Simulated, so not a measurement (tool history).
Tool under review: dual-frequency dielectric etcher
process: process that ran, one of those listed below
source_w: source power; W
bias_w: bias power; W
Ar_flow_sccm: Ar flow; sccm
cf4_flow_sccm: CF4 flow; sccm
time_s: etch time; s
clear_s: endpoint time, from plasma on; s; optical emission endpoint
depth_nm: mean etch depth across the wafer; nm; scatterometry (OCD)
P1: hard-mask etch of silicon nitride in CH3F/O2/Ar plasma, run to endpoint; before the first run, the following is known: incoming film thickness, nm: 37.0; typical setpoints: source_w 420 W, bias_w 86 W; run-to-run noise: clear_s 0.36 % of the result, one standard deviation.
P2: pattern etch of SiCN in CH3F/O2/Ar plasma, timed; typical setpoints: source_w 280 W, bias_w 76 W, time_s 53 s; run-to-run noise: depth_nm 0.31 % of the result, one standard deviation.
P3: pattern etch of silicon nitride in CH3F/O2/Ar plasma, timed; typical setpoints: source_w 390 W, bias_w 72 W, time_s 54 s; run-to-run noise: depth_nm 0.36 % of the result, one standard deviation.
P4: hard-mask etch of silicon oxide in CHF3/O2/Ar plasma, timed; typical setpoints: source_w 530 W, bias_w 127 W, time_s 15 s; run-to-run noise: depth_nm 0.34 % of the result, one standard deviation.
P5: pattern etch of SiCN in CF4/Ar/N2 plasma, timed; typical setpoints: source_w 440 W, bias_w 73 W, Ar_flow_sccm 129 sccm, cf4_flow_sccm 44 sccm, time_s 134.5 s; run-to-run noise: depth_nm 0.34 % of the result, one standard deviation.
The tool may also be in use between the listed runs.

{"run": 1, "day": 0.5, "process": "P1", "source_w": 420, "bias_w": 86, "clear_s": 49.904}
{"run": 2, "day": 0.912, "process": "P1", "source_w": 420, "bias_w": 86, "clear_s": 49.833}
{"run": 3, "day": 1.521, "process": "P1", "source_w": 560, "bias_w": 86, "clear_s": 44.613}
{"run": 4, "day": 1.879, "process": "P5", "source_w": 560, "bias_w": 73, "Ar_flow_sccm": 129, "cf4_flow_sccm": 44, "time_s": 134.5, "depth_nm": 130.41}
{"run": 5, "day": 2.304, "process": "P2", "source_w": 280, "bias_w": 76, "time_s": 53, "depth_nm": 17.531}
{"run": 6, "day": 2.679, "process": "P2", "source_w": 280, "bias_w": 76, "time_s": 31.5, "depth_nm": 10.427}
{"run": 7, "day": 3.133, "process": "P4", "source_w": 530, "bias_w": 127, "time_s": 21, "depth_nm": 35.788}
{"run": 8, "day": 3.517, "process": "P1", "source_w": 420, "bias_w": 86, "clear_s": 49.339}
{"run": 9, "day": 3.833, "process": "P3", "source_w": 560, "bias_w": 72, "time_s": 54, "depth_nm": 41.989}
{"run": 10, "day": 4.283, "process": "P5", "source_w": 440, "bias_w": 73, "Ar_flow_sccm": 129, "cf4_flow_sccm": 44, "time_s": 134.5, "depth_nm": 105.95}
{"run": 11, "day": 4.654, "process": "P1", "source_w": 420, "bias_w": 59, "clear_s": 56.365}
{"run": 12, "day": 4.95, "process": "P4", "source_w": 530, "bias_w": 127, "time_s": 15, "depth_nm": 25.67}
{"run": 13, "day": 5.342, "process": "P5", "source_w": 440, "bias_w": 89, "Ar_flow_sccm": 129, "cf4_flow_sccm": 44, "time_s": 134.5, "depth_nm": 114.74}
{"run": 14, "day": 5.875, "process": "P5", "source_w": 440, "bias_w": 73, "Ar_flow_sccm": 129, "cf4_flow_sccm": 32, "time_s": 134.5, "depth_nm": 100.21}
{"run": 15, "day": 6.383, "process": "P2", "source_w": 230, "bias_w": 76, "time_s": 53, "depth_nm": 16.36}
{"run": 16, "day": 6.704, "process": "P1", "source_w": 260, "bias_w": 62, "clear_s": 66.682}
{"run": 17, "day": 7.179, "process": "P3", "source_w": 390, "bias_w": 88, "time_s": 54, "depth_nm": 38.94}
{"run": 18, "day": 7.5, "process": "P4", "source_w": 320, "bias_w": 127, "time_s": 15, "depth_nm": 21.124}
{"run": 19, "day": 7.946, "process": "P1", "source_w": 420, "bias_w": 86, "clear_s": 49.548}
{"run": 20, "day": 8.321, "process": "P3", "source_w": 390, "bias_w": 72, "time_s": 54, "depth_nm": 36.382}
{"run": 21, "day": 8.638, "process": "P3", "source_w": 390, "bias_w": 72, "time_s": 29.5, "depth_nm": 19.941}
{"run": 22, "day": 8.917, "process": "P2", "source_w": 280, "bias_w": 46, "time_s": 53, "depth_nm": 14.741}
{"run": 23, "day": 9.329, "process": "P1", "source_w": 310, "bias_w": 86, "clear_s": 55.778}
{"run": 24, "day": 9.767, "process": "P1", "source_w": 310, "bias_w": 69, "clear_s": 59.917}
{"run": 25, "day": 10.046, "process": "P4", "source_w": 530, "bias_w": 75, "time_s": 15, "depth_nm": 21.974}
{"run": 26, "day": 10.658, "process": "P1", "source_w": 270, "bias_w": 61, "clear_s": 66.073}
{"run": 27, "day": 11.196, "process": "P5", "source_w": 440, "bias_w": 73, "Ar_flow_sccm": 129, "cf4_flow_sccm": 44, "time_s": 75, "depth_nm": 59.027}
{"run": 28, "day": 11.721, "process": "P3", "source_w": 390, "bias_w": 72, "time_s": 54, "depth_nm": 36.306}
{"run": 29, "day": 12.15, "process": "P1", "source_w": 420, "bias_w": 86, "clear_s": 49.787}
{"run": 30, "day": 12.425, "process": "P1", "source_w": 420, "bias_w": 103, "clear_s": 46.436}
{"run": 31, "day": 12.871, "process": "P5", "source_w": 440, "bias_w": 73, "Ar_flow_sccm": 100, "cf4_flow_sccm": 44, "time_s": 134.5, "depth_nm": 110.42}
{"run": 32, "day": 13.246, "process": "P1", "source_w": 420, "bias_w": 86, "clear_s": 49.277}
{"run": 33, "day": 13.633, "process": "P1", "source_w": 420, "bias_w": 86, "clear_s": 49.685}
{"run": 34, "day": 14.221, "process": "P1", "source_w": 420, "bias_w": 86, "clear_s": 49.699}
{"run": 35, "day": 14.679, "process": "P1", "source_w": 420, "bias_w": 86, "clear_s": 50.295}
{"run": 36, "day": 15.279, "process": "P1", "source_w": 420, "bias_w": 86, "clear_s": 50.492}
{"run": 37, "day": 15.754, "process": "P1", "source_w": 420, "bias_w": 86, "clear_s": 50.578}
{"run": 38, "day": 16.154, "process": "P1", "source_w": 420, "bias_w": 86, "clear_s": 50.512}
{"run": 39, "day": 16.671, "process": "P1", "source_w": 420, "bias_w": 86, "clear_s": 50.224}
{"day": 16.833, "done": "wet clean of the chamber"}
{"run": 40, "day": 16.992, "process": "P1", "source_w": 420, "bias_w": 86, "clear_s": 50.14}
{"run": 41, "day": 17.442, "process": "P1", "source_w": 420, "bias_w": 86, "clear_s": 50.599}
{"run": 42, "day": 17.912, "process": "P1", "source_w": 420, "bias_w": 86, "clear_s": 50.864}
{"run": 43, "day": 18.275, "process": "P1", "source_w": 420, "bias_w": 86, "clear_s": 50.788}

What P1 gives has crept away from where it was. These 2 causes fit the log equally well, each at the size given:
A: source power that arrives under what is set, % = 4.65
B: bias power that arrives under what is set, % = 4.93
The onset of the drift is placed at about day 13.246.
Ruled out, with reasons:
chamber walls in a state that lowers the etch rate, %: serviced at day 16.833, which brought nothing back

You are offered 4 check runs, listed below with question marks in place of their results; each one averages 2 wafers. Which run separates the listed causes by giving clearly different results for each?
{"run": "check 1", "day": 18.638, "process": "P4", "source_w": 530, "bias_w": 93, "time_s": 15, "depth_nm": "?"}
{"run": "check 2", "day": 18.638, "process": "P5", "source_w": 440, "bias_w": 73, "Ar_flow_sccm": 129, "cf4_flow_sccm": 44, "time_s": 85, "depth_nm": "?"}
{"run": "check 3", "day": 18.638, "process": "P2", "source_w": 280, "bias_w": 48, "time_s": 35, "depth_nm": "?"}
{"run": "check 4", "day": 18.638, "process": "P3", "source_w": 490, "bias_w": 72, "time_s": 41, "depth_nm": "?"}

How each check would come out, cause by cause:
check=check_1 result=depth_nm if_A=22.886 if_B=22.985
check=check_2 result=depth_nm if_A=64.319 if_B=65.711
check=check_3 result=depth_nm if_A=9.6826 if_B=9.6983
check=check_4 result=depth_nm if_A=29.607 if_B=29.642
Smallest distance between any two causes, each pair judged by its most separating result, in per cent: check 1 0.43 %; check 2 2.14 %; check 3 0.16 %; check 4 0.12 %
Of the check runs offered, only check 2 discriminates between the causes; the rest would read about the same regardless of which cause applies.

With check 2 done, the readings were: depth_nm 64.233 nm. Identify which of the listed causes applies.

A is the cause: source power that arrives under what is set, %.
